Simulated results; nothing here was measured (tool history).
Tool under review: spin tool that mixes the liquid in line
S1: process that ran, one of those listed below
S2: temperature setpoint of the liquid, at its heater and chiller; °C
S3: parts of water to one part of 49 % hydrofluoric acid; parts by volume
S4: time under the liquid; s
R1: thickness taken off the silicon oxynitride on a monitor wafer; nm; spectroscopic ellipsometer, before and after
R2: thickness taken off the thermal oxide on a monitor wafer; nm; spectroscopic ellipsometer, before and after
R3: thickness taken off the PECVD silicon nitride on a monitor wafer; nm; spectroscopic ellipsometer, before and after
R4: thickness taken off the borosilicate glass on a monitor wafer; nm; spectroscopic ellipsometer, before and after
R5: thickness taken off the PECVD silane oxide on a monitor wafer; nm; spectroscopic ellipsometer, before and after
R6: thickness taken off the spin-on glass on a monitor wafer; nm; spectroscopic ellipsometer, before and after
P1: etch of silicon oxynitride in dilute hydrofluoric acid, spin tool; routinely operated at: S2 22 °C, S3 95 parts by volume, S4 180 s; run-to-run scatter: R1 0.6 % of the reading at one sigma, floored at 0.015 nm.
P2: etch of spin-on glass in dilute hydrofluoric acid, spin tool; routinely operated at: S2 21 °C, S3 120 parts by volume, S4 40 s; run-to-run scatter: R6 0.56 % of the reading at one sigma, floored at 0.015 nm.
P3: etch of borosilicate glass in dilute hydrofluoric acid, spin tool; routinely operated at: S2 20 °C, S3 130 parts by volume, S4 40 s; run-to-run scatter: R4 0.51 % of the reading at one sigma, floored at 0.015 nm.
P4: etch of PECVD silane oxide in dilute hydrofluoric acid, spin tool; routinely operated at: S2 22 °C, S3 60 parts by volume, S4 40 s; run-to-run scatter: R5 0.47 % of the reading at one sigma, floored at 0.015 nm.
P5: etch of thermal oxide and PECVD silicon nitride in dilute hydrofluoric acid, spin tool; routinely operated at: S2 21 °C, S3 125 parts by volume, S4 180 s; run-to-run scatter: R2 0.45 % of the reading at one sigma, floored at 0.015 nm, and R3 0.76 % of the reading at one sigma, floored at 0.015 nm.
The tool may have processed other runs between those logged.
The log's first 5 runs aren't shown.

run   hour  S1    S2   S3   S4      R1      R2       R3      R4      R5      R6
  6   50.7  P3    20  130   40                           10.788
  7   56.8  P1    27   95  180  5.5055
  8   67.9  P3    17  130   40                           9.4872
  9   74.5  P5    21  125  180          5.8737   3.4829
 10   86.8  P4    22   60   40                                    16.65
 11   99.6  P1    22   35  180   12.39
       102  -- thermometer replaced
 12  111.9  P2    21   35   40                                           37.889
 13  119.2  P5    21  125   35          1.1589  0.66144
 14    129  P2    21  120   40                                           10.047
 15  135.2  P1    22  145  280  4.2804
 16  143.1  P4    22   60   15                                   6.2336
 17  151.9  P3    20   30   40                           52.136
 18  161.5  P1    22   95  180  4.4048
 19  172.2  P1    22   95   15  0.3836
 20  181.5  P1  27.5  160  180   3.173
 21  187.8  P1    22  170  180  2.3103
 22  193.7  P3    20  130   15                           4.0454
 23  202.4  P4    22   60   40                                   16.685
 24  212.9  P1    22   95  180  4.3782
 25  225.4  P5    21  125  180          5.8778   3.4953
 26  236.8  P2    17  120   40                                            8.669

What does the tool deliver on the next run?
 27  249.7  P2  21  120  15                       ?

R6: 3.8169 nm
